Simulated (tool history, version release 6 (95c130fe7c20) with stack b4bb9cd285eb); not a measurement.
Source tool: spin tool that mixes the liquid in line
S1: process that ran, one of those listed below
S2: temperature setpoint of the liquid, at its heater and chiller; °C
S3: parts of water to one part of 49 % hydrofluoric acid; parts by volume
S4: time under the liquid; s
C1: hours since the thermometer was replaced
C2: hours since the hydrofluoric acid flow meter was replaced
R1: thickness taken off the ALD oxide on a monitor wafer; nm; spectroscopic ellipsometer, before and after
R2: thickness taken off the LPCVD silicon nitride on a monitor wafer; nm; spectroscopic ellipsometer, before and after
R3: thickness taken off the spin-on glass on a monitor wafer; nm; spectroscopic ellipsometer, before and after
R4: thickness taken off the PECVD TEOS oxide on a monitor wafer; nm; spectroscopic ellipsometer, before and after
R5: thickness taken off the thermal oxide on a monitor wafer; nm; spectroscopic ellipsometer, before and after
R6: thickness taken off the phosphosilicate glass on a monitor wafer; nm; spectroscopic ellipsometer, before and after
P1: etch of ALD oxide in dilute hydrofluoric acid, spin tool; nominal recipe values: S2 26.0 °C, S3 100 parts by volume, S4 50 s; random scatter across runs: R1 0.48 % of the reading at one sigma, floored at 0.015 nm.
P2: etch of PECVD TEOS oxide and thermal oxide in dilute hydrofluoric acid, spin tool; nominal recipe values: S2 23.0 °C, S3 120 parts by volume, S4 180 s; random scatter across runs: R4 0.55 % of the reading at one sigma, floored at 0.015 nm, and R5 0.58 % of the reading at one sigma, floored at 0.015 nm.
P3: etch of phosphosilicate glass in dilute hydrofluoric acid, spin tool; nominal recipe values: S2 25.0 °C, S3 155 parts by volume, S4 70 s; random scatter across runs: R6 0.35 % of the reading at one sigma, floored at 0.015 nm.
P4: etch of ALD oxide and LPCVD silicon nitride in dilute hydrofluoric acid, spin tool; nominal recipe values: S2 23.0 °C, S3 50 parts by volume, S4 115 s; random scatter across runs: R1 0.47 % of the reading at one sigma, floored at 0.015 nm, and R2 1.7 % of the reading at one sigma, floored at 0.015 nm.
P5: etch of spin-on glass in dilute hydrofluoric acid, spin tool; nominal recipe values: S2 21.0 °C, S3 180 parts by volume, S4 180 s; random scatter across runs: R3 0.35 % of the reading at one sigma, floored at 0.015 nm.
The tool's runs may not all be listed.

run 1 hour=7.6 | S1=P1 S2=26.0 S3=100 S4=50 | C1=1468.0 C2=1304.3 | R1=11.1930
run 2 hour=14.3 | S1=P1 S2=26.0 S3=65 S4=50 | C1=1474.7 C2=1311.0 | R1=17.9990
run 3 hour=24.6 | S1=P4 S2=23.0 S3=50 S4=115 | C1=1485.0 C2=1321.3 | R1=22.6930 R2=1.27100
run 4 hour=31.6 | S1=P5 S2=21.0 S3=180 S4=180 | C1=1492.0 C2=1328.3 | R3=25.400
run 5 hour=42.7 | S1=P1 S2=26.0 S3=100 S4=50 | C1=1503.1 C2=1339.4 | R1=11.2340
run 6 hour=49.2 | S1=P2 S2=23.0 S3=210 S4=180 | C1=1509.6 C2=1345.9 | R4=10.8580 R5=3.32660
run 7 hour=54.4 | S1=P4 S2=23.0 S3=70 S4=115 | C1=1514.8 C2=1351.1 | R1=15.9070 R2=0.93336
run 8 hour=64.1 | S1=P3 S2=25.0 S3=155 S4=70 | C1=1524.5 C2=1360.8 | R6=45.206
run 9 hour=69.5 | S1=P1 S2=26.0 S3=145 S4=25 | C1=1529.9 C2=1366.2 | R1=3.6494
run 10 hour=76.5 | S1=P1 S2=26.0 S3=100 S4=85 | C1=1536.9 C2=1373.2 | R1=19.0530
run 11 hour=83.6 | S1=P1 S2=30.5 S3=100 S4=50 | C1=1544.0 C2=1380.3 | R1=13.4710
run 12 hour=93.5 | S1=P1 S2=26.0 S3=100 S4=15 | C1=1553.9 C2=1390.2 | R1=3.4084
run 13 hour=99.6 | S1=P1 S2=22.0 S3=100 S4=50 | C1=1560.0 C2=1396.3 | R1=9.5344
run 14 hour=106.3 | S1=P3 S2=17.0 S3=155 S4=70 | C1=1566.7 C2=1403.0 | R6=33.012
run 15 hour=112.8 | S1=P5 S2=21.0 S3=180 S4=180 | C1=1573.2 C2=1409.5 | R3=25.331
-- hour=119.8 hydrofluoric acid flow meter replaced
run 16 hour=121.3 | S1=P2 S2=23.0 S3=120 S4=180 | C1=1581.7 C2=1.5 | R4=20.7660 R5=6.50140
run 17 hour=127.6 | S1=P3 S2=25.0 S3=155 S4=135 | C1=1588.0 C2=7.8 | R6=87.670
run 18 hour=138.7 | S1=P4 S2=23.0 S3=50 S4=205 | C1=1599.1 C2=18.9 | R1=40.6240 R2=2.20150
run 19 hour=143.8 | S1=P1 S2=26.0 S3=100 S4=50 | C1=1604.2 C2=24.0 | R1=11.2620
run 20 hour=153.1 | S1=P3 S2=25.0 S3=235 S4=70 | C1=1613.5 C2=33.3 | R6=27.323
run 21 hour=161.5 | S1=P4 S2=30.5 S3=50 S4=115 | C1=1621.9 C2=41.7 | R1=30.5440 R2=2.07530
run 22 hour=172.7 | S1=P5 S2=21.0 S3=180 S4=265 | C1=1633.1 C2=52.9 | R3=37.242
run 23 hour=181.7 | S1=P2 S2=17.0 S3=120 S4=180 | C1=1642.1 C2=61.9 | R4=16.2770 R5=5.06860
run 24 hour=189.4 | S1=P5 S2=28.5 S3=180 S4=180 | C1=1649.8 C2=69.6 | R3=33.684
run 25 hour=198.9 | S1=P5 S2=21.0 S3=50 S4=180 | C1=1659.3 C2=79.1 | R3=105.320
run 26 hour=204.6 | S1=P4 S2=23.0 S3=50 S4=115 | C1=1665.0 C2=84.8 | R1=22.7970 R2=1.31990
run 27 hour=214.5 | S1=P1 S2=32.5 S3=100 S4=70 | C1=1674.9 C2=94.7 | R1=20.0590
run 28 hour=220.2 | S1=P1 S2=26.0 S3=100 S4=50 | C1=1680.6 C2=100.4 | R1=11.1690
run 29 hour=225.9 | S1=P2 S2=23.0 S3=120 S4=25 | C1=1686.3 C2=106.1 | R4=2.8608 R5=0.89538
run 30 hour=231.9 | S1=P1 S2=26.0 S3=165 S4=50 | C1=1692.3 C2=112.1 | R1=6.2678
run 31 hour=238.6 | S1=P1 S2=26.0 S3=100 S4=50 | C1=1699.0 C2=118.8 | R1=11.1550
run 32 hour=250.0 | S1=P1 S2=26.0 S3=100 S4=50 | C1=1710.4 C2=130.2 | R1=11.5460
run 33 hour=255.0 | S1=P1 S2=26.0 S3=100 S4=50 | C1=1715.4 C2=135.2 | R1=11.6330
run 34 hour=262.4 | S1=P1 S2=26.0 S3=100 S4=50 | C1=1722.8 C2=142.6 | R1=11.7400
run 35 hour=272.9 | S1=P1 S2=26.0 S3=100 S4=50 | C1=1733.3 C2=153.1 | R1=11.7910
run 36 hour=279.9 | S1=P1 S2=26.0 S3=100 S4=50 | C1=1740.3 C2=160.1 | R1=11.9590
run 37 hour=289.0 | S1=P1 S2=26.0 S3=100 S4=50 | C1=1749.4 C2=169.2 | R1=11.9580
run 38 hour=297.6 | S1=P1 S2=26.0 S3=100 S4=50 | C1=1758.0 C2=177.8 | R1=12.0060
run 39 hour=302.8 | S1=P1 S2=26.0 S3=100 S4=50 | C1=1763.2 C2=183.0 | R1=11.9420
run 40 hour=308.3 | S1=P1 S2=26.0 S3=100 S4=50 | C1=1768.7 C2=188.5 | R1=11.9670
run 41 hour=317.0 | S1=P1 S2=26.0 S3=100 S4=50 | C1=1777.4 C2=197.2 | R1=12.2160
run 42 hour=326.5 | S1=P1 S2=26.0 S3=100 S4=50 | C1=1786.9 C2=206.7 | R1=12.0540

The output of P1 has drifted from where it used to be. Each of the 2 causes below, taken at the size shown beside it, accounts for the log equally well:
A: liquid hotter than its thermometer reads (K) = 1.87
B: hydrofluoric acid flow above the setpoint (%) = 6.6
The process output started creeping at around hour 238.6.

Which of the check runs below tells the causes apart, meaning the causes would give it clearly different results? Each run uses 5 wafers whose results are averaged, and each result is shown as a question mark.
run check 1 hour=336.0 | S1=P5 S2=27.5 S3=75 S4=180 | R3=?
run check 2 hour=336.0 | S1=P2 S2=23.0 S3=160 S4=75 | R4=? R5=?
run check 3 hour=336.0 | S1=P4 S2=29.5 S3=50 S4=160 | R1=? R2=?
run check 4 hour=336.0 | S1=P3 S2=18.0 S3=155 S4=125 | R6=?

How each check would come out, cause by cause:
check=check_1 result=R3 if_A=95.611 if_B=95.389
check=check_2 result=R4 if_A=6.6792 if_B=6.7052
check=check_2 result=R5 if_A=2.06600 if_B=2.07400
check=check_3 result=R1 if_A=44.2880 if_B=44.0940
check=check_3 result=R2 if_A=3.09680 if_B=2.92520
check=check_4 result=R6 if_A=65.980 if_B=65.880
Smallest distance between any two causes, each pair judged by its most separating result, in per cent: check 1 0.23 %; check 2 0.39 %; check 3 5.7 %; check 4 0.15 %
Only check 3 tells the causes apart: in the others they would give nearly the same result.

Check 3 was then run and gave: R1 44.4410 nm; R2 3.08650 nm. Which cause is it?

It is A: liquid hotter than its thermometer reads (K).

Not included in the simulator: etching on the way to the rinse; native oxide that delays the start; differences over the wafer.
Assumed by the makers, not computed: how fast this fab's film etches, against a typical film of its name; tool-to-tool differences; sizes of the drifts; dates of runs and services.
